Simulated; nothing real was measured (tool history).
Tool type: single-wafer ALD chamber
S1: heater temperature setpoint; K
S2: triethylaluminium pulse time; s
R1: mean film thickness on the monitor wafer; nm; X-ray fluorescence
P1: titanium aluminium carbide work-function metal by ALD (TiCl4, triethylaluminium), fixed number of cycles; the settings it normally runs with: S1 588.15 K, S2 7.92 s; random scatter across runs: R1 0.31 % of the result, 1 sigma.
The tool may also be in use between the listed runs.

run   hour      S1     S2      R1
  1    5.5  588.15   7.92  2.0855
  2   14.1  588.15   7.92  2.0715
  3   21.0  588.15   7.92  2.0662
  4   26.1  588.15   7.92  2.0796
  5   32.3  564.15   7.92  1.8752
  6   38.2  588.15   3.66  1.5866
  7   45.9  573.15   5.61  1.7776
  8   52.9  612.15   7.92  2.2796
  9   59.1  576.15  11.56  2.0672
 10   67.4  588.15   7.92  2.0682
      69.9  -- thermocouple changed; heater temperature recalibrated
 11   72.6  588.15   7.92  2.0815
 12   81.2  588.15   7.92  2.0798
 13   89.3  588.15  12.35  2.2009
 14   94.2  588.15   7.92  2.0706
 15   99.9  588.15   7.92  2.0616
 16  107.9  588.15   7.92  2.0441
 17  114.4  588.15   7.92  2.0546
 18  120.6  588.15   7.92  2.0421
 19  125.3  588.15   7.92  2.0447
 20  134.0  588.15   7.92  2.0426
 21  142.1  588.15   7.92  2.0377
 22  146.9  588.15   7.92  2.0523
 23  155.3  588.15   7.92  2.0329

The output of P1 has drifted from where it used to be. Each of the 2 causes below, taken at the size shown beside it, accounts for the log equally well:
A: wafer temperature below the value expected at the setpoint (K) = 3.98
B: triethylaluminium dose below that of a fresh bottle (%) = 7.74
Creep in the process output first set in at about hour 94.2.

Below are 4 check runs, each on a single wafer, with their results shown as question marks. Which of them would tell the listed causes apart, meaning the causes would give clearly different results under it?
check 1  163.7  565.15  7.92   ?
check 2  163.7  611.15  7.92   ?
check 3  163.7  588.15  3.78   ?
check 4  163.7  566.15  7.92   ?

Check results expected under each cause:
  check  result    if A    if B
check 1      R1  1.8460  1.8485
check 2      R1  2.2382  2.2355
check 3      R1  1.5898  1.5523
check 4      R1  1.8543  1.8567
Gap, in per cent, between the two causes that each check separates least, read from the result that separates them most: check 1 0.14 %; check 2 0.12 %; check 3 2.39 %; check 4 0.13 %
Only check 3 tells the causes apart: in the others they would give nearly the same result.

With check 3 done, the readings were: R1 1.5896 nm. Identify which of the listed causes applies.

The correct cause is A, namely: wafer temperature below the value expected at the setpoint (K).
